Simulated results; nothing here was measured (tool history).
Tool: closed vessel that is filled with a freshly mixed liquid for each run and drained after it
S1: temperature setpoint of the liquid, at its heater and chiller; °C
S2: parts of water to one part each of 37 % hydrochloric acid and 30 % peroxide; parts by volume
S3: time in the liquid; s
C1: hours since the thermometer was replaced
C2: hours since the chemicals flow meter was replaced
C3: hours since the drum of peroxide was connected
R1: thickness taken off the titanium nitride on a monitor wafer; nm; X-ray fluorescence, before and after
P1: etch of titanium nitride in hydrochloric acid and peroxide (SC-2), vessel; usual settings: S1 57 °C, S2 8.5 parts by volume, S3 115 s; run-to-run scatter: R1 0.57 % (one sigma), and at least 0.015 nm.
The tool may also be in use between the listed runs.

run,hour,S1,S2,S3,C1,C2,C3,R1
1,11.2,57,8.5,115,621.8,129.6,420.5,9.8487
2,19.3,57,8.5,115,629.9,137.7,428.6,9.7401
3,29.4,57,8.5,30,640,147.8,438.7,2.5631
4,35.9,72,8.5,70,646.5,154.3,445.2,14.747
5,42.4,57,8.5,225,653,160.8,451.7,19.116
6,53.2,45,8.5,115,663.8,171.6,462.5,4.3802
7,64.7,57,5,30,675.3,183.1,474,3.8334
8,74,57,8.5,115,684.6,192.4,483.3,9.7068
9,79.7,57,8.5,115,690.3,198.1,489,9.7541
# hour 80.1: thermometer replaced
10,89.2,57,15,115,9.1,207.6,498.5,6.0057
11,98,57,4,115,17.9,216.4,507.3,17.062
12,111,65,8.5,115,30.9,229.4,520.3,15.934
13,120.5,57,8.5,115,40.4,238.9,529.8,9.6946
14,127.8,43,8.5,30,47.7,246.2,537.1,0.991
15,137.4,57,8.5,115,57.3,255.8,546.7,9.6835
16,144.4,57,8.5,115,64.3,262.8,553.7,10.014
17,152.6,57,8.5,115,72.5,271,561.9,10.101
18,163.4,57,8.5,115,83.3,281.8,572.7,10.291
19,174.9,57,8.5,115,94.8,293.3,584.2,10.444
20,184.1,57,8.5,115,104,302.5,593.4,10.467
21,193.2,57,8.5,115,113.1,311.6,602.5,10.605
22,205.6,57,8.5,115,125.5,324,614.9,10.544
23,216.4,57,8.5,115,136.3,334.8,625.7,10.603
24,226.1,57,8.5,115,146,344.5,635.4,10.613
25,233.5,57,8.5,115,153.4,351.9,642.8,10.599
26,245,57,8.5,115,164.9,363.4,654.3,10.581

What P1 gives has crept away from where it was. These 2 causes fit the log equally well, each at the size given:
A: liquid hotter than its thermometer reads (K) = 1.33
B: chemicals flow above the setpoint (%) = 11.1
The creep began at about hour 137.4.
Why every other cause is out:
peroxide weaker than its label (%): at most 8, which would move R1 by -7.3 %: too little, or the wrong way

4 check runs are offered, each on 5 wafers whose results are averaged, their results left as question marks. Which one tells the causes apart?
check 1,256.5,48.5,8.5,210,,,,?
check 2,256.5,48,4,115,,,,?
check 3,256.5,57,8.5,30,,,,?
check 4,256.5,49,8.5,30,,,,?

What each check would give under each cause:
check,result,if A,if B
check 1,R1,11.155,11.102
check 2,R1,10.339,10.13
check 3,R1,2.7699,2.769
check 4,R1,1.6476,1.6401
How far apart the two closest causes lie, in the result that separates them most: check 1 0.48 %; check 2 2.04 %; check 3 0.03 %; check 4 0.45 %
Only check 2 tells the causes apart: in the others they would give nearly the same result.

Then check 2 was run and gave: R1 10.148 nm. Which cause is it?

It is B: chemicals flow above the setpoint (%).

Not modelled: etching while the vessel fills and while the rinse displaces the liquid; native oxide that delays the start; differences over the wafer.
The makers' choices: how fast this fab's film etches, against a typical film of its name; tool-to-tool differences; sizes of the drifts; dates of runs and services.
